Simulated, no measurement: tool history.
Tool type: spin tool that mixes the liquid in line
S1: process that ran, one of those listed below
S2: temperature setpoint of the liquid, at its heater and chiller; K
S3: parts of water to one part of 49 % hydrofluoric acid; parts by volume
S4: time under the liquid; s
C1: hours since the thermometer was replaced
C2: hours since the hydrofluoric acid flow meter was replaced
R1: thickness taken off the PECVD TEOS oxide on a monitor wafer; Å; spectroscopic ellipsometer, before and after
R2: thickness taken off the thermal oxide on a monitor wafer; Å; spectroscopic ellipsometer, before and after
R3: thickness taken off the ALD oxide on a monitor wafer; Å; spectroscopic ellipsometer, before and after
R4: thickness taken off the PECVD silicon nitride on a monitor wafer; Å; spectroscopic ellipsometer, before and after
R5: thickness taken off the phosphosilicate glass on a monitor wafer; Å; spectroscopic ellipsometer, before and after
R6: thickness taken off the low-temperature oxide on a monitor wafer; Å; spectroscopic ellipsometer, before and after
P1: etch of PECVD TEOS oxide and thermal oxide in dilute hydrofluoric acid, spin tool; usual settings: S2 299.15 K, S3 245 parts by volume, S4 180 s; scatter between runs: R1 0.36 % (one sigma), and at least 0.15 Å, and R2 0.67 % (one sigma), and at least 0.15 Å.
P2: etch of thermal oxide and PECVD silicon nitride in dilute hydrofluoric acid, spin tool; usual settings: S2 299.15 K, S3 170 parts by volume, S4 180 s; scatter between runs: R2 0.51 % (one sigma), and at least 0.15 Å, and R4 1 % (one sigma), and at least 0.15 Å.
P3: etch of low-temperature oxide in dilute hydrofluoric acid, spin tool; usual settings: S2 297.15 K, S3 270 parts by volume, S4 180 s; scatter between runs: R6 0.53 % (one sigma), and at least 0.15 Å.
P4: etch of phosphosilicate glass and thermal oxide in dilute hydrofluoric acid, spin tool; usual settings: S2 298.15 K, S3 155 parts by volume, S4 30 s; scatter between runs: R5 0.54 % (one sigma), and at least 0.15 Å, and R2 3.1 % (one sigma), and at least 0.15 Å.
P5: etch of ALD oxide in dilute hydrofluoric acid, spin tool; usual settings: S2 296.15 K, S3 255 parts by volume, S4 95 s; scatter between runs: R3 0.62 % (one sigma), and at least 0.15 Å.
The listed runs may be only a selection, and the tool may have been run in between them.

run,day,S1,S2,S3,S4,C1,C2,R1,R2,R3,R4,R5,R6
1,0.533,P1,299.15,245,180,162.2,132.2,56.568,31.6190,,,,
2,0.967,P1,299.15,430,180,172.6,142.6,26.949,15.2170,,,,
3,1.604,P5,296.15,255,95,187.9,157.9,,,50.031,,,
4,2.254,P2,299.15,270,180,203.5,173.5,,28.9380,,14.943,,
5,2.792,P1,299.15,245,180,216.4,186.4,56.575,32.3230,,,,
6,3.267,P2,299.15,170,180,227.8,197.8,,51.5090,,23.341,,
7,3.896,P4,298.15,155,30,242.9,212.9,,8.7186,,,378.17,
8,4.325,P2,299.15,170,80,253.2,223.2,,23.0280,,10.447,,
9,4.979,P5,296.15,255,155,268.9,238.9,,,81.457,,,
10,5.546,P4,303.65,155,30,282.5,252.5,,9.9965,,,465.62,
11,6.167,P3,290.65,270,180,297.4,267.4,,,,,,154.320
12,6.750,P1,293.15,245,180,311.4,281.4,45.473,25.4740,,,,
13,7.067,P3,297.15,270,60,319.0,289.0,,,,,,64.838
14,7.708,P5,290.15,255,95,334.4,304.4,,,40.540,,,
15,8.046,P1,299.15,245,180,342.5,312.5,56.327,31.8360,,,,
16,8.338,P1,299.15,245,180,349.5,319.5,56.301,32.1800,,,,
# day 8.462: hydrofluoric acid flow meter replaced
17,8.642,P1,299.15,245,310,356.8,4.3,97.219,55.3310,,,,
18,9.117,P1,299.15,245,180,368.2,15.7,56.392,31.8660,,,,
19,9.558,P1,299.15,80,180,378.8,26.3,210.380,118.7100,,,,
20,9.862,P1,299.15,245,180,386.1,33.6,56.565,31.9990,,,,
21,10.379,P1,299.15,245,25,398.5,46.0,7.807,4.4396,,,,
22,10.879,P3,297.15,55,180,410.5,58.0,,,,,,1212.200
23,11.358,P5,296.15,360,95,422.0,69.5,,,32.224,,,
24,11.917,P1,304.65,245,315,435.4,82.9,119.240,67.1620,,,,

The next listed run, before its measurement:
25,12.492,P4,298.15,60,30,449.2,96.7,,?,,,?,

R2: 26.5800 Å
R5: 1113.90 Å
